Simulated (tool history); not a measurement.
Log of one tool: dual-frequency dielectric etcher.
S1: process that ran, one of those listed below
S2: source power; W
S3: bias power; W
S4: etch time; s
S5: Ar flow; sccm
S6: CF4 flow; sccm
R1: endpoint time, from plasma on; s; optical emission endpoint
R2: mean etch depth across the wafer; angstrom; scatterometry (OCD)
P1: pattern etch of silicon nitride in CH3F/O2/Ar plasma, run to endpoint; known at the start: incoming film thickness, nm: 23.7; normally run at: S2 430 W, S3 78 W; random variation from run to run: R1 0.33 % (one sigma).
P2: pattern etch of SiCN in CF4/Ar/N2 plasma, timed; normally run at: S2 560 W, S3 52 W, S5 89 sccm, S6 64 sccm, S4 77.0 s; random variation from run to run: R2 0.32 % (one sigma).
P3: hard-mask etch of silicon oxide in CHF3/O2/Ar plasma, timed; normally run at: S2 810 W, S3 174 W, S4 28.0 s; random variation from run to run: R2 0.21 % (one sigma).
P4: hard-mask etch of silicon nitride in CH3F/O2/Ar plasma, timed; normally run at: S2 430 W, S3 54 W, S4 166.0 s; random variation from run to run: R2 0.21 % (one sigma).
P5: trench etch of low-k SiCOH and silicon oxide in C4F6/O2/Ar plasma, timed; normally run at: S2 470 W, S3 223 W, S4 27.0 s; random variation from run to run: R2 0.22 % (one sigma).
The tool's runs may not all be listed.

Run 1, hour 4.6: S1 P1, S2 430 W, S3 78 W. Result: R1 32.861 s.
Run 2, hour 10.4: S1 P3, S2 810 W, S3 174 W, S4 28.0 s. Result: R2 612.99 angstrom.
Run 3, hour 14.2: S1 P2, S2 560 W, S3 52 W, S4 101.0 s, S5 89 sccm, S6 64 sccm. Result: R2 966.50 angstrom.
Run 4, hour 18.6: S1 P1, S2 430 W, S3 108 W. Result: R1 29.284 s.
Run 5, hour 21.8: S1 P4, S2 430 W, S3 54 W, S4 166.0 s. Result: R2 1081.80 angstrom.
Run 6, hour 26.1: S1 P2, S2 560 W, S3 52 W, S4 77.0 s, S5 89 sccm, S6 86 sccm. Result: R2 770.24 angstrom.
Run 7, hour 31.8: S1 P5, S2 470 W, S3 223 W, S4 27.0 s. Result: R2 968.56 angstrom.
Run 8, hour 36.9: S1 P1, S2 430 W, S3 78 W. Result: R1 32.711 s.
Run 9, hour 41.7: S1 P4, S2 430 W, S3 36 W, S4 166.0 s. Result: R2 959.02 angstrom.
Run 10, hour 46.4: S1 P5, S2 470 W, S3 223 W, S4 37.0 s. Result: R2 1329.20 angstrom.
Run 11, hour 52.0: S1 P3, S2 810 W, S3 174 W, S4 16.5 s. Result: R2 361.75 angstrom.
Run 12, hour 56.7: S1 P4, S2 430 W, S3 54 W, S4 206.0 s. Result: R2 1344.40 angstrom.
Run 13, hour 61.0: S1 P5, S2 470 W, S3 223 W, S4 27.0 s. Result: R2 968.40 angstrom.
Run 14, hour 65.8: S1 P1, S2 590 W, S3 78 W. Result: R1 29.070 s.
Run 15, hour 68.7: S1 P4, S2 430 W, S3 54 W, S4 166.0 s. Result: R2 1081.70 angstrom.
Run 16, hour 74.8: S1 P3, S2 810 W, S3 231 W, S4 28.0 s. Result: R2 674.49 angstrom.
Run 17, hour 77.9: S1 P2, S2 440 W, S3 52 W, S4 77.0 s, S5 89 sccm, S6 64 sccm. Result: R2 591.36 angstrom.
At hour 81.2: wet clean of the chamber.
Run 18, hour 83.9: S1 P3, S2 660 W, S3 174 W, S4 28.0 s. Result: R2 567.11 angstrom.
Run 19, hour 87.4: S1 P1, S2 550 W, S3 107 W. Result: R1 26.578 s.
Run 20, hour 92.5: S1 P1, S2 430 W, S3 78 W. Result: R1 32.783 s.
Run 21, hour 95.6: S1 P5, S2 470 W, S3 276 W, S4 27.0 s. Result: R2 1037.60 angstrom.
Run 22, hour 99.8: S1 P2, S2 560 W, S3 52 W, S4 77.0 s, S5 67 sccm, S6 64 sccm. Result: R2 772.42 angstrom.
Run 23, hour 106.0: S1 P5, S2 640 W, S3 223 W, S4 27.0 s. Result: R2 1092.80 angstrom.
Run 24, hour 112.1: S1 P1, S2 430 W, S3 78 W. Result: R1 32.994 s.
Run 25, hour 115.5: S1 P2, S2 560 W, S3 33 W, S4 77.0 s, S5 89 sccm, S6 64 sccm. Result: R2 640.76 angstrom.
Run 26, hour 121.6: S1 P3, S2 810 W, S3 174 W, S4 28.0 s. Result: R2 612.31 angstrom.
Run 27, hour 126.7: S1 P1, S2 300 W, S3 78 W. Result: R1 37.601 s.
Run 28, hour 131.5: S1 P4, S2 570 W, S3 54 W, S4 166.0 s. Result: R2 1208.10 angstrom.
Run 29, hour 136.3: S1 P1, S2 430 W, S3 78 W. Result: R1 32.961 s.
Run 30, hour 141.7: S1 P1, S2 430 W, S3 44 W. Result: R1 39.856 s.
Run 31, hour 146.9: S1 P2, S2 560 W, S3 52 W, S4 77.0 s, S5 89 sccm, S6 64 sccm. Result: R2 738.35 angstrom.
Run 32, hour 152.7: S1 P2, S2 560 W, S3 52 W, S4 77.0 s, S5 89 sccm, S6 64 sccm. Result: R2 737.89 angstrom.
Run 33, hour 157.4: S1 P1, S2 430 W, S3 78 W. Result: R1 32.675 s.
Run 34, hour 163.4: S1 P1, S2 430 W, S3 78 W. Result: R1 32.613 s.
Run 35, hour 166.1: S1 P1, S2 430 W, S3 78 W. Result: R1 32.511 s.
Run 36, hour 169.6: S1 P1, S2 430 W, S3 78 W. Result: R1 32.455 s.
Run 37, hour 175.5: S1 P1, S2 430 W, S3 78 W. Result: R1 32.465 s.
Run 38, hour 181.6: S1 P1, S2 430 W, S3 78 W. Result: R1 32.242 s.
At hour 186.2: wet clean of the chamber.
Run 39, hour 187.2: S1 P1, S2 430 W, S3 78 W. Result: R1 32.273 s.
Run 40, hour 191.1: S1 P1, S2 430 W, S3 78 W. Result: R1 32.490 s.
Run 41, hour 197.1: S1 P1, S2 430 W, S3 78 W. Result: R1 32.295 s.

What P1 gives has crept away from where it was. These 2 causes fit the log equally well, each at the size given:
A: source power that arrives over what is set, % = 4.41
B: bias power that arrives over what is set, % = 4.8
The creep began at about hour 157.4.
Why every other cause is out:
chamber walls in a state that raises the etch rate, %: serviced at hour 186.2, which brought nothing back

4 check runs are offered, one wafer each, their results left as question marks. Which one tells the causes apart?
Run check 1, hour 203.1: S1 P4, S2 430 W, S3 54 W, S4 166.0 s. Result: R2 ?.
Run check 2, hour 203.1: S1 P2, S2 560 W, S3 52 W, S4 77.0 s, S5 89 sccm, S6 64 sccm. Result: R2 ?.
Run check 3, hour 203.1: S1 P3, S2 810 W, S3 174 W, S4 28.0 s. Result: R2 ?.
Run check 4, hour 203.1: S1 P5, S2 470 W, S3 223 W, S4 27.0 s. Result: R2 ?.

What each check would give under each cause:
  check  result     if A     if B
check 1      R2  1102.40  1100.50
check 2      R2   764.34   746.56
check 3      R2   623.68   622.90
check 4      R2   984.73   983.47
How far apart the two closest causes lie, in the result that separates them most: check 1 0.17 %; check 2 2.35 %; check 3 0.13 %; check 4 0.13 %
Only check 2 tells the causes apart: in the others they would give nearly the same result.

Then check 2 was run and gave: R2 748.43 angstrom. Which cause is it?

It is B: bias power that arrives over what is set, %.
